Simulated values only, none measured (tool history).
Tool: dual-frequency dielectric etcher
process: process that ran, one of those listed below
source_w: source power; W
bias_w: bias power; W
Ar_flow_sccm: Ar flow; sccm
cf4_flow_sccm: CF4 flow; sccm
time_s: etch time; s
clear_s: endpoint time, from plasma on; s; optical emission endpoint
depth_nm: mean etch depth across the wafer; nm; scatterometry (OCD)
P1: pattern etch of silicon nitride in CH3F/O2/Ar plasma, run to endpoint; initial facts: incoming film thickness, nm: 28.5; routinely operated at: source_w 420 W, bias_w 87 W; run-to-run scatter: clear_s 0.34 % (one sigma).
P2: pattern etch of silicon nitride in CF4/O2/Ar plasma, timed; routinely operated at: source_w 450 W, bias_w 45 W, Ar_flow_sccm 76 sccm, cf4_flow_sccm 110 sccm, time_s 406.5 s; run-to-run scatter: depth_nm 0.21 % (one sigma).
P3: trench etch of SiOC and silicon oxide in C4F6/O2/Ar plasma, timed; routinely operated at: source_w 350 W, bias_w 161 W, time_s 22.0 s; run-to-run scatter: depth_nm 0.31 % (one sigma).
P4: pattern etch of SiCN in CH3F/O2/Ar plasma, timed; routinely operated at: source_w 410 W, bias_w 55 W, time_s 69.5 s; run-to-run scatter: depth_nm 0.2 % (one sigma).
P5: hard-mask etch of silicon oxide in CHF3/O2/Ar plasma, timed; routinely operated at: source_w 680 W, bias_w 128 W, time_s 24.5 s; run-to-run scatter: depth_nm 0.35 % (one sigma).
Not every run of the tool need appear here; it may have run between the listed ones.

| run | hour | process | source_w | bias_w | Ar_flow_sccm | cf4_flow_sccm | time_s | clear_s | depth_nm |
|---|---|---|---|---|---|---|---|---|---|
| 1 | 10.5 | P1 | 420 | 87 |  |  |  | 37.504 |  |
| 2 | 16.6 | P2 | 450 | 45 | 55 | 110 | 406.5 |  | 728.480 |
| 3 | 24.7 | P1 | 510 | 87 |  |  |  | 34.744 |  |
| 4 | 32.2 | P1 | 420 | 87 |  |  |  | 37.389 |  |
| 5 | 39.3 | P3 | 350 | 161 |  |  | 12.0 |  | 21.840 |
| 6 | 46.2 | P3 | 350 | 99 |  |  | 22.0 |  | 34.775 |
| 7 | 54.5 | P5 | 530 | 128 |  |  | 24.5 |  | 42.739 |
| 8 | 65.6 | P1 | 420 | 87 |  |  |  | 37.038 |  |
| 9 | 72.3 | P1 | 420 | 124 |  |  |  | 32.747 |  |
| 10 | 80.1 | P1 | 420 | 87 |  |  |  | 37.214 |  |
| 11 | 93.6 | P1 | 300 | 104 |  |  |  | 39.531 |  |
| 12 | 101.2 | P5 | 680 | 174 |  |  | 24.5 |  | 51.678 |
| 13 | 114.3 | P1 | 420 | 87 |  |  |  | 37.331 |  |
| 14 | 125.0 | P2 | 450 | 29 | 76 | 110 | 406.5 |  | 608.430 |
| 15 | 137.6 | P1 | 300 | 87 |  |  |  | 42.127 |  |
| 16 | 145.1 | P1 | 420 | 87 |  |  |  | 37.137 |  |
| 17 | 157.8 | P3 | 350 | 161 |  |  | 22.0 |  | 40.209 |
| 18 | 165.0 | P5 | 680 | 128 |  |  | 36.0 |  | 69.150 |
| 19 | 171.1 | P1 | 490 | 57 |  |  |  | 40.581 |  |
| 20 | 184.4 | P1 | 290 | 54 |  |  |  | 50.687 |  |
| 21 | 196.5 | P3 | 420 | 161 |  |  | 22.0 |  | 43.267 |
| 22 | 204.2 | P4 | 410 | 36 |  |  | 69.5 |  | 21.467 |
| 23 | 217.5 | P4 | 570 | 55 |  |  | 69.5 |  | 27.773 |
| 24 | 227.0 | P2 | 450 | 45 | 76 | 110 | 406.5 |  | 704.280 |
| 25 | 232.8 | P2 | 280 | 45 | 76 | 110 | 406.5 |  | 466.230 |
| 26 | 243.0 | P4 | 410 | 55 |  |  | 93.0 |  | 32.689 |
| 27 | 253.1 | P1 | 420 | 68 |  |  |  | 40.655 |  |
| 28 | 264.2 | P5 | 680 | 128 |  |  | 24.5 |  | 46.981 |
| 29 | 273.1 | P2 | 450 | 45 | 76 | 64 | 406.5 |  | 660.280 |
| 30 | 281.1 | P4 | 410 | 55 |  |  | 69.5 |  | 24.486 |
| 31 | 289.9 | P2 | 450 | 45 | 76 | 110 | 530.5 |  | 921.480 |
| 32 | 300.7 | P1 | 420 | 87 |  |  |  | 37.186 |  |
| 33 | 313.2 | P1 | 420 | 87 |  |  |  | 36.834 |  |
| 34 | 320.0 | P1 | 420 | 87 |  |  |  | 36.986 |  |
| 35 | 331.3 | P1 | 420 | 87 |  |  |  | 36.826 |  |
| 36 | 339.6 | P1 | 420 | 87 |  |  |  | 36.908 |  |
| 37 | 351.1 | P1 | 420 | 87 |  |  |  | 36.745 |  |
|  | 355.8 | wet clean of the chamber |
| 38 | 358.7 | P1 | 420 | 87 |  |  |  | 36.693 |  |
| 39 | 369.7 | P1 | 420 | 87 |  |  |  | 36.699 |  |
| 40 | 375.7 | P1 | 420 | 87 |  |  |  | 36.769 |  |
| 41 | 383.0 | P1 | 420 | 87 |  |  |  | 36.547 |  |
| 42 | 395.9 | P1 | 420 | 87 |  |  |  | 36.610 |  |
| 43 | 405.3 | P1 | 420 | 87 |  |  |  | 36.834 |  |

The log shows P1 creeping away from where it was. Any of the 2 causes listed here, at the size stated for it, fits the log just as well as the others:
A: source power that arrives over what is set, % = 4.69
B: bias power that arrives over what is set, % = 4.93
The gradual shift began around hour 300.7.
Excluded causes, each with its reason:
chamber walls in a state that raises the etch rate, %: its service at hour 355.8 followed the start of the drift and did not put the process back to its old value

Listed below are the offered check runs, one wafer per run, with question marks in place of results. For which of them would the causes give clearly different outcomes?
| check 1 | 414.7 | P3 | 350 | 102 |  |  | 13.0 |  | ? |
| check 2 | 414.7 | P4 | 510 | 55 |  |  | 69.5 |  | ? |
| check 3 | 414.7 | P5 | 680 | 128 |  |  | 36.0 |  | ? |
| check 4 | 414.7 | P2 | 450 | 29 | 76 | 110 | 406.5 |  | ? |

If the cause were each of the candidates in turn, the checks would give the following:
| check | result | if A | if B |
|---|---|---|---|
| check 1 | depth_nm | 21.081 | 20.977 |
| check 2 | depth_nm | 27.104 | 27.051 |
| check 3 | depth_nm | 70.451 | 70.239 |
| check 4 | depth_nm | 634.940 | 618.890 |
Separation of the two closest causes in each check, using whichever result separates them best: check 1 0.49 %; check 2 0.2 %; check 3 0.3 %; check 4 2.56 %
Only in check 4 would the causes give clearly different results; in the remaining checks their results would be nearly the same.

After running check 4, the following was obtained: depth_nm 619.210 nm. Which cause does this point to?

B is the cause: bias power that arrives over what is set, %.

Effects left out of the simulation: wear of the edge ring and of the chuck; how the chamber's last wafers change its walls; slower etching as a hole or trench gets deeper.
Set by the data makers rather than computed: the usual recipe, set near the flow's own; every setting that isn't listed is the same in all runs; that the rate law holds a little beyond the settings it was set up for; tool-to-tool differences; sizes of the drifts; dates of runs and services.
